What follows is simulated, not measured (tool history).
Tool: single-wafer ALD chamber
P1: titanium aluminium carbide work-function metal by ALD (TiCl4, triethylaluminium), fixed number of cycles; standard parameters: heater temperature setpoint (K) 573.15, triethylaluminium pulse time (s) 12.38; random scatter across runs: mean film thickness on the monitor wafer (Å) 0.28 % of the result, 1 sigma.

run	hour	heater temperature setpoint (K)	triethylaluminium pulse time (s)	hours since the last thermocouple change	hours since the last triethylaluminium bottle change	mean film thickness on the monitor wafer (Å)
1	9.9	573.15	12.38	750.8	543.2	20.411
2	18.9	550.15	12.38	759.8	552.2	18.401
3	32.9	596.15	12.38	773.8	566.2	22.536
4	47.0	594.15	20.16	787.9	580.3	22.615
5	55.6	573.15	6.27	796.5	588.9	18.331
6	66.2	573.15	12.38	807.1	599.5	20.480
7	76.7	573.15	12.38	817.6	610.0	20.561
8	88.4	573.15	12.38	829.3	621.7	20.397
9	102.4	559.15	6.54	843.3	635.7	17.485
10	113.7	573.15	18.65	854.6	647.0	20.750
11	121.4	573.15	12.38	862.3	654.7	20.422
12	130.1	573.15	12.38	871.0	663.4	20.482
13	143.4	573.15	12.38	884.3	676.7	20.528
14	152.0	573.15	12.38	892.9	685.3	20.347
15	158.9	573.15	12.38	899.8	692.2	20.246
16	170.8	573.15	12.38	911.7	704.1	20.217
17	178.4	573.15	12.38	919.3	711.7	20.244
18	186.6	573.15	12.38	927.5	719.9	20.103
19	193.1	573.15	12.38	934.0	726.4	20.105
20	206.6	573.15	12.38	947.5	739.9	20.057
21	218.6	573.15	12.38	959.5	751.9	20.225

What P1 gives has crept away from where it was. These 2 causes fit the log equally well, each at the size given:
A: wafer temperature below the value expected at the setpoint (K) = 3.72
B: triethylaluminium dose below that of a fresh bottle (%) = 17.8
The gradual shift began around hour 143.4.

Question marks stand in for the results of the 4 check runs listed below, each run on one wafer. Under which run would the listed causes show clearly different results?
check 1	230.6	564.15	12.38			?
check 2	230.6	551.15	12.38			?
check 3	230.6	562.15	6.32			?
check 4	230.6	594.15	12.38			?

What each check would give under each cause:
check	result	if A	if B
check 1	mean film thickness on the monitor wafer (Å)	19.333	19.342
check 2	mean film thickness on the monitor wafer (Å)	18.198	18.222
check 3	mean film thickness on the monitor wafer (Å)	17.231	16.466
check 4	mean film thickness on the monitor wafer (Å)	22.003	21.978
Per check, the gap between the least separated pair of causes, taken in the result that splits them most: check 1 0.05 %; check 2 0.13 %; check 3 4.54 %; check 4 0.12 %
The other checks would show nearly matching results whichever cause is true, so check 3 is the only one that separates the causes.

Here is what check 3 returned: mean film thickness on the monitor wafer (Å) 17.245. Which cause is it?

It is A: wafer temperature below the value expected at the setpoint (K).

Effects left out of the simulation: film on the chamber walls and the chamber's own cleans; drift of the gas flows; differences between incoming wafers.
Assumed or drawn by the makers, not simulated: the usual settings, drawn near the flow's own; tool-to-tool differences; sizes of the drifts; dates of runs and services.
